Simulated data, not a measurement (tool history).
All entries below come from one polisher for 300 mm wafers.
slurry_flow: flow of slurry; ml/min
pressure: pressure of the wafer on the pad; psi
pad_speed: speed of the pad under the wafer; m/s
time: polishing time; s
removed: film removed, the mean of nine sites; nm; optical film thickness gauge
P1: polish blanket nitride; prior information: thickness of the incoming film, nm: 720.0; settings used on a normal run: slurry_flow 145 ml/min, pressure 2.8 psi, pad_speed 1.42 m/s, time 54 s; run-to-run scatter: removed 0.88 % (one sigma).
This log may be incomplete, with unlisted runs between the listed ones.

| run | hour | slurry_flow | pressure | pad_speed | time | removed |
|---|---|---|---|---|---|---|
| 1 | 5.2 | 145 | 2.8 | 1.42 | 54 | 81.637 |
| 2 | 15.6 | 145 | 2.8 | 1.42 | 79 | 120.14 |
| 3 | 26.5 | 145 | 2.8 | 0.9 | 71 | 74.246 |
| 4 | 33.4 | 145 | 4.2 | 1.42 | 54 | 121.42 |
| 5 | 45.2 | 145 | 2.8 | 1.42 | 29 | 43.959 |
| 6 | 55.6 | 85 | 2.8 | 1.42 | 54 | 71.631 |
| 7 | 67.1 | 145 | 2.8 | 1.42 | 54 | 82.264 |
| 8 | 77.1 | 145 | 2.8 | 1.42 | 54 | 81.388 |
| 9 | 86.3 | 145 | 2.8 | 2.14 | 54 | 112.02 |
| 10 | 95.2 | 145 | 2.8 | 0.64 | 54 | 43.515 |
| 11 | 103.2 | 145 | 1.7 | 1.42 | 54 | 49.54 |
| 12 | 114.8 | 145 | 2.8 | 1.42 | 54 | 81.335 |
| 13 | 122 | 185 | 2.8 | 1.42 | 54 | 83.523 |
| 14 | 132.5 | 145 | 2.8 | 1.42 | 54 | 82.578 |
| 15 | 137.8 | 145 | 2.8 | 1.42 | 54 | 78.102 |
| 16 | 146.9 | 145 | 2.8 | 1.42 | 54 | 77.697 |
| 17 | 157 | 145 | 2.8 | 1.42 | 54 | 76.618 |
| 18 | 167.6 | 145 | 2.8 | 1.42 | 54 | 73.545 |
|  | 167.8 | worn pad replaced by a new one |
| 19 | 173.2 | 145 | 2.8 | 1.42 | 54 | 74.511 |
| 20 | 182.7 | 145 | 2.8 | 1.42 | 54 | 74.528 |
| 21 | 193 | 145 | 2.8 | 1.42 | 54 | 74.153 |
| 22 | 201.9 | 145 | 2.8 | 1.42 | 54 | 74.692 |

Compared with where it was, what P1 gives has crept away. Each cause listed below fits the log as well as the rest, at the size given for it:
A: slurry flow missing at the pad, % = 35.8
B: head's pressure below its setpoint, % = 9.19
The drift started at roughly hour 132.5.
All other causes, with the reason each is excluded:
removal rate lost through wear of the pad, %: maintenance at hour 167.8, after the shift began, did not return the process to its former output

Of the 4 check runs below, each run on 2 wafers with the results averaged and each result still a question mark, which one would tell the listed causes apart?
| check 1 | 210.8 | 145 | 2.8 | 0.68 | 43 | ? |
| check 2 | 210.8 | 145 | 1.8 | 0.84 | 54 | ? |
| check 3 | 210.8 | 85 | 2.8 | 1.42 | 70 | ? |
| check 4 | 210.8 | 145 | 3.7 | 1.42 | 54 | ? |

What each check would give under each cause:
| check | result | if A | if B |
|---|---|---|---|
| check 1 | removed | 32.626 | 32.629 |
| check 2 | removed | 31.19 | 31.194 |
| check 3 | removed | 80.121 | 84.786 |
| check 4 | removed | 97.579 | 97.589 |
Smallest distance between any two causes, each pair judged by its most separating result, in per cent: check 1 0.01 %; check 2 0.01 %; check 3 5.66 %; check 4 0.01 %
Check 3 distinguishes between the causes, while the remaining checks would return nearly the same result for all of them.

Check 3 has now been run. It gave: removed 79.689 nm. Which of the candidate causes is it?

The cause is A: slurry flow missing at the pad, %.
